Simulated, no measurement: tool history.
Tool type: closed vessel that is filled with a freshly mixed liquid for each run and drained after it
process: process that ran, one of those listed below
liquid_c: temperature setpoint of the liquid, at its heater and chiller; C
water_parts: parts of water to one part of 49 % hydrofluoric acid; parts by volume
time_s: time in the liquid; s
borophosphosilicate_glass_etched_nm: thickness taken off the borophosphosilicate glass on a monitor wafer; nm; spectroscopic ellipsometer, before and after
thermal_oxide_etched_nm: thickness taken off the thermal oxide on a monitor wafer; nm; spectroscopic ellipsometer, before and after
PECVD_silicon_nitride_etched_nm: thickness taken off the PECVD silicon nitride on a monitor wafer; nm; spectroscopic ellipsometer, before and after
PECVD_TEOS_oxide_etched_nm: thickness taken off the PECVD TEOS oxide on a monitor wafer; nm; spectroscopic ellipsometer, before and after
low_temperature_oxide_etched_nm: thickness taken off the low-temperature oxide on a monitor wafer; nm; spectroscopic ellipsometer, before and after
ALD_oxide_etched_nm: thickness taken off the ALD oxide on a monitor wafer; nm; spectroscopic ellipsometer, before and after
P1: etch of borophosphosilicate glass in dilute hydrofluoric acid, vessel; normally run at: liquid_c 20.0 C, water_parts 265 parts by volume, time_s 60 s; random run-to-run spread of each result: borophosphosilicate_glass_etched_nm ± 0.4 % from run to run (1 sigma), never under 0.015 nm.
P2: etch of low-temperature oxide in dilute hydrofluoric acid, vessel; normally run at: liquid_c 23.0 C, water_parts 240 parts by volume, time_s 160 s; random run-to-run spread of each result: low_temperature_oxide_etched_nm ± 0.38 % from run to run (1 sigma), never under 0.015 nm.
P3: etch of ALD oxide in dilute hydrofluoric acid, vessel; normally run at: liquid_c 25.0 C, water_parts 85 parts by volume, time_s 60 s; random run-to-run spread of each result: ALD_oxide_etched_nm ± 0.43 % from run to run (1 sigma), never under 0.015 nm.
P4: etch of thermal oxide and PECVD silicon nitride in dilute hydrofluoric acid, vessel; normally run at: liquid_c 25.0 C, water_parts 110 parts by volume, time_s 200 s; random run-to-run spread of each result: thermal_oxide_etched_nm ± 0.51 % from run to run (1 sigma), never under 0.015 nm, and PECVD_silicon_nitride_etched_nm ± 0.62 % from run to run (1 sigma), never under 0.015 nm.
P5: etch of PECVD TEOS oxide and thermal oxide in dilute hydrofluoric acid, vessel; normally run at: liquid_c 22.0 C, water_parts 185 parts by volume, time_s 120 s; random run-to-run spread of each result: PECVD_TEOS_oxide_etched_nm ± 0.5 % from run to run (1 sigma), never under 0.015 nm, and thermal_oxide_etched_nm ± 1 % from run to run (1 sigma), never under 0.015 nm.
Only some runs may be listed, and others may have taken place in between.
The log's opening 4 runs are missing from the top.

run   hour  process  liquid_c  water_parts  time_s  hours since the thermometer was replaced  hours since the hydrofluoric acid flow meter was replaced  borophosphosilicate_glass_etched_nm  thermal_oxide_etched_nm  PECVD_silicon_nitride_etched_nm  PECVD_TEOS_oxide_etched_nm  low_temperature_oxide_etched_nm  ALD_oxide_etched_nm
  5   46.1       P5      22.0          185     120                                    1312.0                                                      690.6                                                        2.5353                                                       5.9562
  6   53.4       P2      23.0          240     255                                    1319.3                                                      697.9                                                                                                                                                      9.7618
  7   59.1       P3      25.0           85      60                                    1325.0                                                      703.6                                                                                                                                                                           20.567
  8   70.7       P1      20.0          265      30                                    1336.6                                                      715.2                               6.8515
  9   82.0       P1      20.0          395      60                                    1347.9                                                      726.5                               8.2738
 10   90.9       P4      25.0           60     200                                    1356.8                                                      735.4                                                       17.6350                          7.41870
 11   98.7       P4      25.0          110      30                                    1364.6                                                      743.2                                                        1.3654                          0.60705
 12  106.6       P3      20.0           85      60                                    1372.5                                                      751.1                                                                                                                                                                           16.624
 13  114.5       P1      20.0          265      60                                    1380.4                                                      759.0                              13.6700
 14  125.5       P5      22.0          185      70                                    1391.4                                                      770.0                                                        1.5115                                                       3.4660
 15  131.3       P3      25.0           85     105                                    1397.2                                                      775.8                                                                                                                                                                           35.590
 16  136.8       P3      25.0           85      60                                    1402.7                                                      781.3                                                                                                                                                                           20.425
 17  145.1       P2      23.0          390     160                                    1411.0                                                      789.6                                                                                                                                                      3.2527
 18  153.5       P5      30.5          185     120                                    1419.4                                                      798.0                                                        3.4791                                                       8.0991
 19  162.3       P3      25.0          115      60                                    1428.2                                                      806.8                                                                                                                                                                           14.481
 20  168.3       P4      30.0          110     200                                    1434.2                                                      812.8                                                       10.8620                          5.58880
 21  177.4       P1      20.0          265      60                                    1443.3                                                      821.9                              13.7180
 22  188.1       P1      20.0          265      60                                    1454.0                                                      832.6                              13.6320

Run 23, settings as shown, results not yet in. Your forecast:
 23  196.5       P5      22.0          185     120                                    1462.4                                                      841.0                                                             ?                                                            ?

{"run 23": {"thermal_oxide_etched_nm": 2.6135, "PECVD_TEOS_oxide_etched_nm": 5.9139}}

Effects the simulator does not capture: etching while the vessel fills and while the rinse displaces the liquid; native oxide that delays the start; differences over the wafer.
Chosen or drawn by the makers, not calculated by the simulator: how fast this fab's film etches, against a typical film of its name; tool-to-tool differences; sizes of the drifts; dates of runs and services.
